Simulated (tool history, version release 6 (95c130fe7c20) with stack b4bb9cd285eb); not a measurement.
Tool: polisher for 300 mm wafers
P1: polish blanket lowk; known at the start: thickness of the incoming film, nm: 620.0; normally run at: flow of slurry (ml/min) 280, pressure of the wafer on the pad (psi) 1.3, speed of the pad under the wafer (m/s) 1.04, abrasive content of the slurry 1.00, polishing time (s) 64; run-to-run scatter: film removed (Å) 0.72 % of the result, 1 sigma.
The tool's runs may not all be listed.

run	hour	flow of slurry (ml/min)	pressure of the wafer on the pad (psi)	speed of the pad under the wafer (m/s)	abrasive content of the slurry	polishing time (s)	wafers polished on this pad	hours since the slurry nozzle was cleaned	hours since the head pressure was calibrated	hours since the slurry blender was calibrated	hours since the conditioning disc was replaced	film removed (Å)
1	5.1	280	1.3	1.04	1.00	64	304	220.3	329.4	234.1	200.7	219.73
2	9.4	280	1.8	1.04	1.00	64	336	224.6	333.7	238.4	205.0	304.25
3	12.3	280	1.3	1.04	1.00	64	358	227.5	336.6	241.3	207.9	218.92
4	15.2	280	1.3	1.38	1.00	42	380	230.4	339.5	244.2	210.8	180.18
5	21.0	280	1.3	1.62	1.00	64	424	236.2	345.3	250.0	216.6	313.19
6	25.9	170	1.3	1.04	1.00	64	461	241.1	350.2	254.9	221.5	206.40
7	29.3	280	1.3	1.04	1.50	64	486	244.5	353.6	258.3	224.9	257.95
8	34.8	280	1.3	1.04	1.00	99	528	250.0	359.1	263.8	230.4	343.79
9	37.7	170	1.9	1.04	1.00	64	550	252.9	362.0	266.7	233.3	298.76
10	42.4	280	1.3	0.60	1.00	64	585	257.6	366.7	271.4	238.0	141.25
11	48.0	360	1.3	1.04	1.00	64	627	263.2	372.3	277.0	243.6	225.22
12	51.0	280	1.3	1.04	1.00	64	650	266.2	375.3	280.0	246.6	219.42
13	53.7	280	1.3	1.04	1.00	64	670	268.9	378.0	282.7	249.3	220.32
14	56.7	280	1.3	1.04	1.00	64	693	271.9	381.0	285.7	252.3	221.56
15	61.5	280	0.6	1.04	1.00	64	729	276.7	385.8	290.5	257.1	101.07
16	64.6	280	1.3	1.04	1.00	64	752	279.8	388.9	293.6	260.2	219.41
17	69.8	280	1.3	1.04	1.00	64	791	285.0	394.1	298.8	265.4	217.25
18	73.9	280	1.3	1.04	1.00	41	822	289.1	398.2	302.9	269.5	141.05
19	79.4	280	1.3	1.04	0.55	64	864	294.6	403.7	308.4	275.0	161.13
20	85.0	280	1.3	1.04	1.00	64	906	300.2	409.3	314.0	280.6	218.50
21	88.4	280	1.3	1.04	1.00	64	931	303.6	412.7	317.4	284.0	212.97
22	92.0	280	1.3	1.04	1.00	64	958	307.2	416.3	321.0	287.6	210.25
23	95.6	280	1.3	1.04	1.00	64	986	310.8	419.9	324.6	291.2	204.94
# hour 98.8: conditioning disc replaced and pad reconditioned
24	100.3	280	1.3	1.04	1.00	64	1021	315.5	424.6	329.3	1.6	204.78
25	105.9	280	1.3	1.04	1.00	64	1063	321.1	430.2	334.9	7.2	203.26
# hour 106.0: slurry nozzle cleaned
26	108.9	280	1.3	1.04	1.00	64	1086	2.9	433.2	337.9	10.2	202.55
# hour 110.1: worn pad replaced by a new one
27	113.1	280	1.3	1.04	1.00	64	22	7.1	437.4	342.1	14.4	201.16
28	116.4	280	1.3	1.04	1.00	64	47	10.4	440.7	345.4	17.7	198.13
29	121.9	280	1.3	1.04	1.00	64	89	15.9	446.2	350.9	23.2	201.37

What P1 gives has crept away from where it was. These 2 causes fit the log equally well, each at the size given:
A: abrasive missing from the slurry, % = 16.7
B: head's pressure below its setpoint, % = 8.33
The creep began at about hour 85.0.
Why every other cause is out:
removal rate lost through wear of the pad, %: serviced at hour 110.1, which brought nothing back
slurry flow missing at the pad, %: serviced at hour 106.0, which brought nothing back
time polished since the conditioner stopped cutting, s: serviced at hour 98.8, which brought nothing back

4 check runs are offered, each on 5 wafers whose results are averaged, their results left as question marks. Which one tells the causes apart?
check 1	127.4	280	1.3	1.60	1.00	64						?
check 2	127.4	170	0.6	1.04	1.00	64						?
check 3	127.4	280	1.3	1.04	0.55	64						?
check 4	127.4	280	1.3	1.04	1.00	97						?

What each check would give under each cause:
check	result	if A	if B
check 1	film removed (Å)	283.710	283.770
check 2	film removed (Å)	87.288	87.309
check 3	film removed (Å)	142.640	146.550
check 4	film removed (Å)	304.640	304.710
How far apart the two closest causes lie, in the result that separates them most: check 1 0.02 %; check 2 0.02 %; check 3 2.7 %; check 4 0.02 %
Check 3 tells the causes apart: in the others they would give nearly the same result.

Then check 3 was run and gave: film removed (Å) 146.110. Which cause is it?

It is B: head's pressure below its setpoint, %.
